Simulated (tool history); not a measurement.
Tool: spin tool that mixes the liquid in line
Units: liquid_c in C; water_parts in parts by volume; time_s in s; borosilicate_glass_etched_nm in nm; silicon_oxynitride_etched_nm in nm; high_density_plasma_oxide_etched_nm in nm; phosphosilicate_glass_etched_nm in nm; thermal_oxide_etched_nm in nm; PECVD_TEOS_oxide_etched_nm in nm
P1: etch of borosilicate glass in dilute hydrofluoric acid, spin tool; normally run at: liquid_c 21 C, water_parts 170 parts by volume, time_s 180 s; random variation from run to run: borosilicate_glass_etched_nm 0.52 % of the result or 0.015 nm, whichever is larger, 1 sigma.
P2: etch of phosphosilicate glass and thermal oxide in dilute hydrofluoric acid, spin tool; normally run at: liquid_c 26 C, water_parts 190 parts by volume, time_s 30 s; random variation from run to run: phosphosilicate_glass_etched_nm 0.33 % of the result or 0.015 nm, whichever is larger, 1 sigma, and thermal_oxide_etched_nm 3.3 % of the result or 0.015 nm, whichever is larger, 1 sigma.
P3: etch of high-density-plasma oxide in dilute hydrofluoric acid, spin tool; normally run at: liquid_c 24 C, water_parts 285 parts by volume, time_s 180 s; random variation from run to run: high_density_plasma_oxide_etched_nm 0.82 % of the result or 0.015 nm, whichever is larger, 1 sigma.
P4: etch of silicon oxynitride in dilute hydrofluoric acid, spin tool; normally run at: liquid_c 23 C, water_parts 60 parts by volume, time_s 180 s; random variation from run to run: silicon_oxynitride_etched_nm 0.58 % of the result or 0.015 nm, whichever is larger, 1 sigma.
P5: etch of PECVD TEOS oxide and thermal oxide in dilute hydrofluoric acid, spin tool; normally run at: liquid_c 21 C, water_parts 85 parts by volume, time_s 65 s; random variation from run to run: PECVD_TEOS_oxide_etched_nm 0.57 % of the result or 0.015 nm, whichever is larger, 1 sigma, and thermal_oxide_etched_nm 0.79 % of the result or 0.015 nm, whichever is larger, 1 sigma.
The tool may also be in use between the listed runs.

run   hour  process  liquid_c  water_parts  time_s  borosilicate_glass_etched_nm  silicon_oxynitride_etched_nm  high_density_plasma_oxide_etched_nm  phosphosilicate_glass_etched_nm  thermal_oxide_etched_nm  PECVD_TEOS_oxide_etched_nm
  1    2.7       P1        21          170     180                        22.315
  2    5.5       P1        17          170     315                        33.379
  3    9.4       P1        21          170     180                        22.417
  4   12.5       P4        23           60     280                                                      14.755
  5   15.3       P3        24          100     180                                                                                           9.4262
  6   18.2       P1        21          170     180                         22.48
  7   21.5       P1        21          170     180                        22.497
  8   25.1       P1        21          250     180                        14.048
  9   27.3       P2        26           70      30                                                                                                                            67.314                   2.5089
 10   31.9       P1        26          170      40                        5.9279
 11   35.3       P3        24          285     180                                                                                           2.6715
 12   38.7       P4        23           60     180                                                      9.4833
 13   41.9       P1        21           30     180                        149.42
 14   44.7       P5        26           85      65                                                                                                                                                      3.908                      13.148
 15   48.8       P3        24          285     315                                                                                           4.6044
 16   50.9       P2      18.5          190      30                                                                                                                            15.939                  0.61531
 17   54.7       P2        26          190      15                                                                                                                            10.619                  0.34748
 18   57.8       P1      27.5          170     180                        28.629
 19   60.1       P4        23           60     180                                                       9.435
 20   64.1       P5        21           85      65                                                                                                                                                     3.2342                      10.845
 21   66.7       P5        21           85      15                                                                                                                                                    0.76935                      2.4902
 22   69.5       P1        21          170     180                        22.393
 23   73.6       P1        21          170     270                        33.469
 24   75.9       P1        21          170      55                        6.8262
 25   78.3       P1        17          170     180                        19.021
 26   81.1       P2        26          190      30                                                                                                                            21.209                  0.79298
 27   85.1       P3        32          285     180                                                                                           3.5106
 28   87.4       P1        21          170     180                        22.429
 29   91.5       P5        21          150      65                                                                                                                                                     1.6971                      5.7139
 30   95.7       P4        23           40     180                                                       14.37
 31   98.7       P4        29           60     180                                                      12.449
 32  101.4       P5        21           85      65                                                                                                                                                      3.173                      10.723
 33  104.3       P1        21          170     180                        22.213
 34  108.7       P1        21          170     180                        21.417
 35    111       P1        21          170     180                        21.053
 36  114.5       P1        21          170     180                        20.563
 37  117.9       P1        21          170     180                        20.561
 38  120.6       P1        21          170     180                        20.615
 39  124.4       P1        21          170     180                        20.294
 40  126.9       P1        21          170     180                         20.39
 41  129.4       P1        21          170     180                        20.239
 42    133       P1        21          170     180                        20.369

What P1 gives has crept away from where it was. These 2 causes fit the log equally well, each at the size given:
A: liquid colder than its thermometer reads (K) = 2.38
B: hydrofluoric acid flow below the setpoint (%) = 7.62
The creep began at about hour 104.3.

4 check runs are offered, each on 2 wafers whose results are averaged, their results left as question marks. Which one tells the causes apart?
check 1  136.6       P2        26          100      15                                                                                                                                 ?                        ?
check 2  136.6       P4      27.5           45     180                                                           ?
check 3  136.6       P5        24          125      65                                                                                                                                                          ?                           ?
check 4  136.6       P3        27          165     180                                                                                                ?

What each check would give under each cause:
  check                               result     if A     if B
check 1      phosphosilicate_glass_etched_nm   20.498   20.575
check 1              thermal_oxide_etched_nm  0.74251  0.74531
check 2         silicon_oxynitride_etched_nm   14.165   14.623
check 3              thermal_oxide_etched_nm   2.1266   2.1314
check 3           PECVD_TEOS_oxide_etched_nm   7.1623   7.1788
check 4  high_density_plasma_oxide_etched_nm   5.3432   5.3054
How far apart the two closest causes lie, in the result that separates them most: check 1 0.38 %; check 2 3.18 %; check 3 0.23 %; check 4 0.71 %
Check 2 tells the causes apart: in the others they would give nearly the same result.

Then check 2 was run and gave: silicon_oxynitride_etched_nm 14.673 nm. Which cause is it?

It is B: hydrofluoric acid flow below the setpoint (%).

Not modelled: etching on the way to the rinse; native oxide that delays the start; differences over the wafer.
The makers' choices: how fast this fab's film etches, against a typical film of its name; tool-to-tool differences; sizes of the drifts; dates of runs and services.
